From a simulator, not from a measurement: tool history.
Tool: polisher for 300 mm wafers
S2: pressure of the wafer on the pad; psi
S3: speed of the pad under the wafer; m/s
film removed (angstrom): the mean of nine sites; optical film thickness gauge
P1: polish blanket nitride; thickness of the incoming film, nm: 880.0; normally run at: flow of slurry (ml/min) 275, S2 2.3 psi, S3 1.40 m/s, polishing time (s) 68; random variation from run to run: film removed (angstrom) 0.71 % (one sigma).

run 1 hour=8.3 | flow_of_slurry_(ml/min)=275 S2=2.3 S3=1.40 polishing_time_(s)=68 | film_removed_(angstrom)=977.17
run 2 hour=18.4 | flow_of_slurry_(ml/min)=275 S2=2.3 S3=1.40 polishing_time_(s)=108 | film_removed_(angstrom)=1585.40
run 3 hour=30.4 | flow_of_slurry_(ml/min)=275 S2=2.3 S3=1.40 polishing_time_(s)=68 | film_removed_(angstrom)=993.59
run 4 hour=39.5 | flow_of_slurry_(ml/min)=275 S2=2.3 S3=1.40 polishing_time_(s)=68 | film_removed_(angstrom)=986.65
run 5 hour=47.2 | flow_of_slurry_(ml/min)=360 S2=2.3 S3=1.40 polishing_time_(s)=68 | film_removed_(angstrom)=1015.30
run 6 hour=59.6 | flow_of_slurry_(ml/min)=275 S2=1.4 S3=1.40 polishing_time_(s)=68 | film_removed_(angstrom)=609.26
run 7 hour=69.7 | flow_of_slurry_(ml/min)=165 S2=2.3 S3=1.40 polishing_time_(s)=68 | film_removed_(angstrom)=917.74
run 8 hour=85.5 | flow_of_slurry_(ml/min)=275 S2=2.3 S3=0.92 polishing_time_(s)=38 | film_removed_(angstrom)=400.44
run 9 hour=101.9 | flow_of_slurry_(ml/min)=275 S2=2.3 S3=2.18 polishing_time_(s)=68 | film_removed_(angstrom)=1414.50
run 10 hour=109.0 | flow_of_slurry_(ml/min)=275 S2=1.1 S3=0.98 polishing_time_(s)=68 | film_removed_(angstrom)=357.96
run 11 hour=116.4 | flow_of_slurry_(ml/min)=275 S2=2.3 S3=1.40 polishing_time_(s)=43 | film_removed_(angstrom)=633.60
run 12 hour=130.9 | flow_of_slurry_(ml/min)=275 S2=3.4 S3=1.40 polishing_time_(s)=68 | film_removed_(angstrom)=1457.90
run 13 hour=143.4 | flow_of_slurry_(ml/min)=275 S2=2.3 S3=0.68 polishing_time_(s)=68 | film_removed_(angstrom)=553.52
run 14 hour=153.4 | flow_of_slurry_(ml/min)=275 S2=2.3 S3=1.40 polishing_time_(s)=68 | film_removed_(angstrom)=991.99
run 15 hour=164.9 | flow_of_slurry_(ml/min)=275 S2=2.3 S3=1.40 polishing_time_(s)=68 | film_removed_(angstrom)=996.07
run 16 hour=181.3 | flow_of_slurry_(ml/min)=275 S2=2.3 S3=1.40 polishing_time_(s)=68 | film_removed_(angstrom)=976.04
run 17 hour=193.9 | flow_of_slurry_(ml/min)=275 S2=2.3 S3=1.40 polishing_time_(s)=68 | film_removed_(angstrom)=954.40
-- hour=196.8 head pressure recalibrated
run 18 hour=210.3 | flow_of_slurry_(ml/min)=275 S2=2.3 S3=1.40 polishing_time_(s)=68 | film_removed_(angstrom)=944.80
run 19 hour=222.0 | flow_of_slurry_(ml/min)=275 S2=2.3 S3=1.40 polishing_time_(s)=68 | film_removed_(angstrom)=934.47
run 20 hour=233.5 | flow_of_slurry_(ml/min)=275 S2=2.3 S3=1.40 polishing_time_(s)=68 | film_removed_(angstrom)=938.45
run 21 hour=247.7 | flow_of_slurry_(ml/min)=275 S2=2.3 S3=1.40 polishing_time_(s)=68 | film_removed_(angstrom)=950.21

What P1 gives has crept away from where it was. These 2 causes fit the log equally well, each at the size given:
A: slurry flow missing at the pad, % = 35.4
B: removal rate lost through wear of the pad, % = 5.13
The creep began at about hour 164.9.
Why every other cause is out:
head's pressure below its setpoint, %: serviced at hour 196.8, which brought nothing back

4 check runs are offered, each on 3 wafers whose results are averaged, their results left as question marks. Which one tells the causes apart?
run check 1 hour=261.9 | flow_of_slurry_(ml/min)=275 S2=1.6 S3=1.40 polishing_time_(s)=68 | film_removed_(angstrom)=?
run check 2 hour=261.9 | flow_of_slurry_(ml/min)=275 S2=2.3 S3=1.68 polishing_time_(s)=104 | film_removed_(angstrom)=?
run check 3 hour=261.9 | flow_of_slurry_(ml/min)=165 S2=2.3 S3=1.40 polishing_time_(s)=44 | film_removed_(angstrom)=?
run check 4 hour=261.9 | flow_of_slurry_(ml/min)=275 S2=2.9 S3=0.80 polishing_time_(s)=68 | film_removed_(angstrom)=?

What each check would give under each cause:
check=check_1 result=film_removed_(angstrom) if_A=654.35 if_B=654.35
check=check_2 result=film_removed_(angstrom) if_A=1664.50 if_B=1664.50
check=check_3 result=film_removed_(angstrom) if_A=552.96 if_B=570.97
check=check_4 result=film_removed_(angstrom) if_A=757.99 if_B=757.98
How far apart the two closest causes lie, in the result that separates them most: check 1 0 %; check 2 0 %; check 3 3.2 %; check 4 0 %
Check 3 tells the causes apart: in the others they would give nearly the same result.

Then check 3 was run and gave: film removed (angstrom) 551.10. Which cause is it?

It is A: slurry flow missing at the pad, %.

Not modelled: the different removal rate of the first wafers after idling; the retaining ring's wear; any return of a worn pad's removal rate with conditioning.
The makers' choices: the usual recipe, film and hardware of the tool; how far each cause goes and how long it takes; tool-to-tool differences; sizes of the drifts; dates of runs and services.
